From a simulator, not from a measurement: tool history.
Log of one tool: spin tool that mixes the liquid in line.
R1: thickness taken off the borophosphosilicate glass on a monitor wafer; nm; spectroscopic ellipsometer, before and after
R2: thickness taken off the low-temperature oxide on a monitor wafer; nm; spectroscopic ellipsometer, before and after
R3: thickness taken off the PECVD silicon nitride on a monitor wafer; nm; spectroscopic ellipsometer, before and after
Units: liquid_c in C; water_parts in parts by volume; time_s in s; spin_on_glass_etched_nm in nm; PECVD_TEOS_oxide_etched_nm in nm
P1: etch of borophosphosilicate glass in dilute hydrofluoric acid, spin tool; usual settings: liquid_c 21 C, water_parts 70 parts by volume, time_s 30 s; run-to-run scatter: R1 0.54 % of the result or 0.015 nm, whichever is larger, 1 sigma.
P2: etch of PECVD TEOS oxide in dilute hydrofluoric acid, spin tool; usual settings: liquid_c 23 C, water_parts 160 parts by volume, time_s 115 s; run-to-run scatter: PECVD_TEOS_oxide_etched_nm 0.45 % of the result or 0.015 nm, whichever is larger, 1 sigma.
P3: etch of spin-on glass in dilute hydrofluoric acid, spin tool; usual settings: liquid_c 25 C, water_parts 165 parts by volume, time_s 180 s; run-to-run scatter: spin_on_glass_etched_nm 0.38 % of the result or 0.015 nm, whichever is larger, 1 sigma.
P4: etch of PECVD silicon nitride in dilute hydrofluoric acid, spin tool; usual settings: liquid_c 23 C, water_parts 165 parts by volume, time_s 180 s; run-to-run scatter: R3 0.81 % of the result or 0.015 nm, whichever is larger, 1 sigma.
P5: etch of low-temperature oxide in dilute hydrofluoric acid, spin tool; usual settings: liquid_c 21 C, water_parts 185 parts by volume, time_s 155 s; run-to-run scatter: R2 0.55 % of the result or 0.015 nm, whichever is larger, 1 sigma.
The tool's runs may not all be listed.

Run 1, hour 8.2: process P1, liquid_c 21 C, water_parts 70 parts by volume, time_s 30 s. Result: R1 18.083 nm.
Run 2, hour 14.2: process P5, liquid_c 21 C, water_parts 185 parts by volume, time_s 305 s. Result: R2 20.702 nm.
Run 3, hour 24.5: process P1, liquid_c 21 C, water_parts 70 parts by volume, time_s 30 s. Result: R1 18.333 nm.
Run 4, hour 33.7: process P4, liquid_c 23 C, water_parts 265 parts by volume, time_s 180 s. Result: R3 1.6072 nm.
Run 5, hour 39.7: process P3, liquid_c 25 C, water_parts 165 parts by volume, time_s 345 s. Result: spin_on_glass_etched_nm 49.725 nm.
Run 6, hour 49.1: process P1, liquid_c 17 C, water_parts 70 parts by volume, time_s 30 s. Result: R1 15.587 nm.
Run 7, hour 56: process P1, liquid_c 21 C, water_parts 70 parts by volume, time_s 30 s. Result: R1 18.412 nm.
Run 8, hour 64.5: process P3, liquid_c 25 C, water_parts 165 parts by volume, time_s 180 s. Result: spin_on_glass_etched_nm 25.962 nm.
Run 9, hour 75: process P2, liquid_c 23 C, water_parts 25 parts by volume, time_s 115 s. Result: PECVD_TEOS_oxide_etched_nm 41.951 nm.
Run 10, hour 84.3: process P1, liquid_c 21 C, water_parts 70 parts by volume, time_s 65 s. Result: R1 39.744 nm.
Run 11, hour 95.4: process P2, liquid_c 17 C, water_parts 160 parts by volume, time_s 115 s. Result: PECVD_TEOS_oxide_etched_nm 4.4045 nm.
Run 12, hour 105.3: process P4, liquid_c 23 C, water_parts 165 parts by volume, time_s 180 s. Result: R3 2.6151 nm.
Run 13, hour 111.9: process P1, liquid_c 21 C, water_parts 105 parts by volume, time_s 45 s. Result: R1 17.436 nm.
Run 14, hour 119.9: process P5, liquid_c 21 C, water_parts 105 parts by volume, time_s 155 s. Result: R2 20.084 nm.
Run 15, hour 128.2: process P3, liquid_c 18 C, water_parts 165 parts by volume, time_s 180 s. Result: spin_on_glass_etched_nm 19.694 nm.
Run 16, hour 135.7: process P1, liquid_c 21 C, water_parts 110 parts by volume, time_s 30 s. Result: R1 11.251 nm.
Run 17, hour 143.5: process P1, liquid_c 21 C, water_parts 20 parts by volume, time_s 30 s. Result: R1 68.533 nm.
Run 18, hour 153.1: process P1, liquid_c 26 C, water_parts 70 parts by volume, time_s 30 s. Result: R1 22.534 nm.
Run 19, hour 163.8: process P1, liquid_c 28 C, water_parts 45 parts by volume, time_s 30 s. Result: R1 39.217 nm.
Run 20, hour 170.6: process P1, liquid_c 21 C, water_parts 70 parts by volume, time_s 30 s. Result: R1 18.465 nm.
Run 21, hour 179.9: process P4, liquid_c 18 C, water_parts 165 parts by volume, time_s 180 s. Result: R3 1.86 nm.
Run 22, hour 186.4: process P2, liquid_c 23 C, water_parts 160 parts by volume, time_s 115 s. Result: PECVD_TEOS_oxide_etched_nm 5.6032 nm.
Run 23, hour 194.1: process P5, liquid_c 17 C, water_parts 185 parts by volume, time_s 155 s. Result: R2 9.0085 nm.
Run 24, hour 200.5: process P1, liquid_c 21 C, water_parts 70 parts by volume, time_s 15 s. Result: R1 9.1077 nm.
Run 25, hour 209.6: process P4, liquid_c 23 C, water_parts 165 parts by volume, time_s 100 s. Result: R3 1.4295 nm.
Run 26, hour 215.1: process P1, liquid_c 21 C, water_parts 70 parts by volume, time_s 30 s. Result: R1 18.292 nm.
Run 27, hour 226: process P1, liquid_c 21 C, water_parts 70 parts by volume, time_s 30 s. Result: R1 18.307 nm.
Run 28, hour 232: process P2, liquid_c 23 C, water_parts 160 parts by volume, time_s 210 s. Result: PECVD_TEOS_oxide_etched_nm 10.216 nm.
Run 29, hour 237.1: process P3, liquid_c 25 C, water_parts 55 parts by volume, time_s 180 s. Result: spin_on_glass_etched_nm 89.184 nm.
Run 30, hour 242.3: process P5, liquid_c 21 C, water_parts 185 parts by volume, time_s 155 s. Result: R2 10.446 nm.
Run 31, hour 249.4: process P1, liquid_c 21 C, water_parts 105 parts by volume, time_s 45 s. Result: R1 17.673 nm.
Run 32, hour 259.9: process P5, liquid_c 21 C, water_parts 185 parts by volume, time_s 155 s. Result: R2 10.437 nm.
Run 33, hour 267.3: process P1, liquid_c 21 C, water_parts 70 parts by volume, time_s 30 s. Result: R1 18.267 nm.
Run 34, hour 275.5: process P1, liquid_c 21 C, water_parts 70 parts by volume, time_s 30 s. Result: R1 17.442 nm.
Run 35, hour 286.9: process P1, liquid_c 21 C, water_parts 70 parts by volume, time_s 30 s. Result: R1 17.11 nm.
Run 36, hour 294.5: process P1, liquid_c 21 C, water_parts 70 parts by volume, time_s 30 s. Result: R1 16.883 nm.
Run 37, hour 300.1: process P1, liquid_c 21 C, water_parts 70 parts by volume, time_s 30 s. Result: R1 16.81 nm.
Run 38, hour 306: process P1, liquid_c 21 C, water_parts 70 parts by volume, time_s 30 s. Result: R1 16.693 nm.
Run 39, hour 312.7: process P1, liquid_c 21 C, water_parts 70 parts by volume, time_s 30 s. Result: R1 16.853 nm.

What P1 gives has crept away from where it was. These 2 causes fit the log equally well, each at the size given:
A: liquid colder than its thermometer reads (K) = 2.12
B: hydrofluoric acid flow below the setpoint (%) = 7.82
The creep began at about hour 267.3.

4 check runs are offered, each on 3 wafers whose results are averaged, their results left as question marks. Which one tells the causes apart?
Run check 1, hour 319.4: process P3, liquid_c 19 C, water_parts 55 parts by volume, time_s 180 s. Result: spin_on_glass_etched_nm ?.
Run check 2, hour 319.4: process P2, liquid_c 19 C, water_parts 80 parts by volume, time_s 115 s. Result: PECVD_TEOS_oxide_etched_nm ?.
Run check 3, hour 319.4: process P5, liquid_c 17 C, water_parts 115 parts by volume, time_s 155 s. Result: R2 ?.
Run check 4, hour 319.4: process P4, liquid_c 23 C, water_parts 255 parts by volume, time_s 180 s. Result: R3 ?.

What each check would give under each cause:
  check                      result    if A    if B
check 1     spin_on_glass_etched_nm  63.397  63.669
check 2  PECVD_TEOS_oxide_etched_nm  9.4869  9.4938
check 3                          R2  14.081  14.056
check 4                          R3  1.4972    1.58
How far apart the two closest causes lie, in the result that separates them most: check 1 0.43 %; check 2 0.07 %; check 3 0.18 %; check 4 5.39 %
Check 4 tells the causes apart: in the others they would give nearly the same result.

Check 4 was then run and gave: R3 1.4779 nm. Which cause is it?

It is A: liquid colder than its thermometer reads (K).

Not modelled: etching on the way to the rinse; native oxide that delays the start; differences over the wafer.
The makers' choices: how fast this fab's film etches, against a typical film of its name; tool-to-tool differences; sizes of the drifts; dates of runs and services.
